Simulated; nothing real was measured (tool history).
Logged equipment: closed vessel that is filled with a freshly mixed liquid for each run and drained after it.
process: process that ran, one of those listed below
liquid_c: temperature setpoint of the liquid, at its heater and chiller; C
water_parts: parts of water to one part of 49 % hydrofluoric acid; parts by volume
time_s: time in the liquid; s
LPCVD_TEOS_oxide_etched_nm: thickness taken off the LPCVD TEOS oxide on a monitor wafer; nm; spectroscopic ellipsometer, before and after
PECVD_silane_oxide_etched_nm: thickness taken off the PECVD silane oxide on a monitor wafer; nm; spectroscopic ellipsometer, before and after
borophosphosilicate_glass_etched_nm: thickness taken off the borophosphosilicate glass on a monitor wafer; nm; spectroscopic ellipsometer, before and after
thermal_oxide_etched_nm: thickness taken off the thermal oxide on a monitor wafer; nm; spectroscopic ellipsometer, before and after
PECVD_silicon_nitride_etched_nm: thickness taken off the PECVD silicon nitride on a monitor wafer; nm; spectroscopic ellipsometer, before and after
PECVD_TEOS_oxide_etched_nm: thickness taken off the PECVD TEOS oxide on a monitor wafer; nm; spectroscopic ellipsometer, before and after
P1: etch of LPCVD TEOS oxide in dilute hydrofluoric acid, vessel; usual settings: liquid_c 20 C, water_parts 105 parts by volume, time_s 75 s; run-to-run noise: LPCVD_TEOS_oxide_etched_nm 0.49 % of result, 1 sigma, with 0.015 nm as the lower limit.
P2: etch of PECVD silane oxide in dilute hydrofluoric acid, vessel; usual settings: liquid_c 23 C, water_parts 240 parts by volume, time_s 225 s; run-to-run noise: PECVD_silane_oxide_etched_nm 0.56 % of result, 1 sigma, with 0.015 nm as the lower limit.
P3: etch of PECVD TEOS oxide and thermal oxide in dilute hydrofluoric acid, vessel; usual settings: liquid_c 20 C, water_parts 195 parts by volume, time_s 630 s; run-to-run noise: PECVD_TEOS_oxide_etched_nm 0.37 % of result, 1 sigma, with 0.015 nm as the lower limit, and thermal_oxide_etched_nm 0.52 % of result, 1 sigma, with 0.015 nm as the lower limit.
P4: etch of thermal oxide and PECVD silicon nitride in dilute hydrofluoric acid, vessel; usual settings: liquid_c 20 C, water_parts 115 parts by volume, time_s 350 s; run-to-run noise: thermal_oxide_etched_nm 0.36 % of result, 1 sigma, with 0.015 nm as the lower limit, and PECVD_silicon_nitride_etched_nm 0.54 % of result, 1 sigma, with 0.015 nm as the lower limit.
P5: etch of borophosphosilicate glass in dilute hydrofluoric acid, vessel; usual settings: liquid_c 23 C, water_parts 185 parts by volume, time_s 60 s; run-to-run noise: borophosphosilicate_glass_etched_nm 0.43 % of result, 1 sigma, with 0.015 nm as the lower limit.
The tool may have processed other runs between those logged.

run,hour,process,liquid_c,water_parts,time_s,LPCVD_TEOS_oxide_etched_nm,PECVD_silane_oxide_etched_nm,borophosphosilicate_glass_etched_nm,thermal_oxide_etched_nm,PECVD_silicon_nitride_etched_nm,PECVD_TEOS_oxide_etched_nm
1,10.4,P1,20,105,75,24.487,,,,,
2,18.3,P1,20,105,75,24.171,,,,,
3,29.2,P2,23,240,55,,5.9005,,,,
# hour 31.5: hydrofluoric acid flow meter replaced
4,37.2,P5,23,185,105,,,27.629,,,
5,45.7,P5,23,105,60,,,30.759,,,
6,53,P4,24,115,350,,,,13.357,5.86,
7,63.3,P2,23,150,225,,42.209,,,,
8,72.3,P1,27,105,75,31.772,,,,,
9,81.7,P1,20,105,75,24.187,,,,,
10,87.4,P1,20,40,105,96.504,,,,,
11,99.6,P1,17,105,75,21.35,,,,,
12,109.7,P1,20,105,30,9.7384,,,,,
13,115.7,P1,20,105,75,24.459,,,,,
14,127.7,P1,20,105,120,39.17,,,,,
15,138.8,P5,23,185,60,,,15.791,,,
16,151,P2,18.5,240,225,,20.454,,,,
17,159.6,P4,20,115,350,,,,11.373,4.4847,
18,172.1,P1,20,25,75,112.34,,,,,
19,178.5,P4,20,65,350,,,,21.344,7.8965,
20,188.2,P5,19,185,60,,,13.566,,,
21,200,P3,20,195,630,,,,11.551,,38.929
22,206.7,P3,20,195,320,,,,5.8871,,19.663
23,217.5,P3,20,195,630,,,,11.768,,38.806
24,225.8,P1,20,105,75,24.265,,,,,
25,233.1,P1,17,45,75,53.226,,,,,
26,238.5,P2,23,240,225,,24.359,,,,
27,246.7,P4,20,115,520,,,,16.93,6.682,
28,252.9,P2,23,240,225,,24.23,,,,
29,259.9,P3,25,195,630,,,,14.054,,46.805
30,268,P1,20,185,75,12.8,,,,,
31,277.5,P3,20,345,630,,,,5.6996,,19.054
32,287.8,P1,23.5,170,75,16.13,,,,,
33,299,P1,20,105,75,24.582,,,,,
34,305.1,P1,20,105,75,24.924,,,,,
35,316,P1,20,105,75,25.296,,,,,
36,325.4,P1,20,105,75,25.483,,,,,
37,335.7,P1,20,105,75,25.621,,,,,
38,341.2,P1,20,105,75,25.695,,,,,
39,352.6,P1,20,105,75,25.777,,,,,
40,358.3,P1,20,105,75,25.719,,,,,
41,366.6,P1,20,105,75,25.906,,,,,
42,375.7,P1,20,105,75,25.91,,,,,

P1 has crept away from where it was. The log is fitted equally well by each of these 2 causes, at the sizes shown:
A: liquid hotter than its thermometer reads (K) = 1.55
B: hydrofluoric acid flow above the setpoint (%) = 5.8
The gradual shift began around hour 299.

Listed below are the offered check runs, one wafer per run, with question marks in place of results. For which of them would the causes give clearly different outcomes?
check 1,384.8,P5,23,185,60,,,?,,,
check 2,384.8,P4,20,115,350,,,,?,?,
check 3,384.8,P3,20,195,630,,,,?,,?
check 4,384.8,P2,23,240,225,,?,,,,

What every check run would give for each of its results, assuming each possible cause in turn:
check,result,if A,if B
check 1,borophosphosilicate_glass_etched_nm,16.775,16.931
check 2,thermal_oxide_etched_nm,12.095,12.103
check 2,PECVD_silicon_nitride_etched_nm,4.9755,4.7363
check 3,thermal_oxide_etched_nm,12.301,12.393
check 3,PECVD_TEOS_oxide_etched_nm,41.106,41.414
check 4,PECVD_silane_oxide_etched_nm,25.501,25.855
Per check, the gap between the least separated pair of causes, taken in the result that splits them most: check 1 0.93 %; check 2 4.93 %; check 3 0.75 %; check 4 1.38 %
Of the check runs offered, only check 2 discriminates between the causes; the rest would read about the same regardless of which cause applies.

With check 2 done, the readings were: thermal_oxide_etched_nm 12.039 nm; PECVD_silicon_nitride_etched_nm 4.758 nm. Identify which of the listed causes applies.

The cause is B: hydrofluoric acid flow above the setpoint (%).
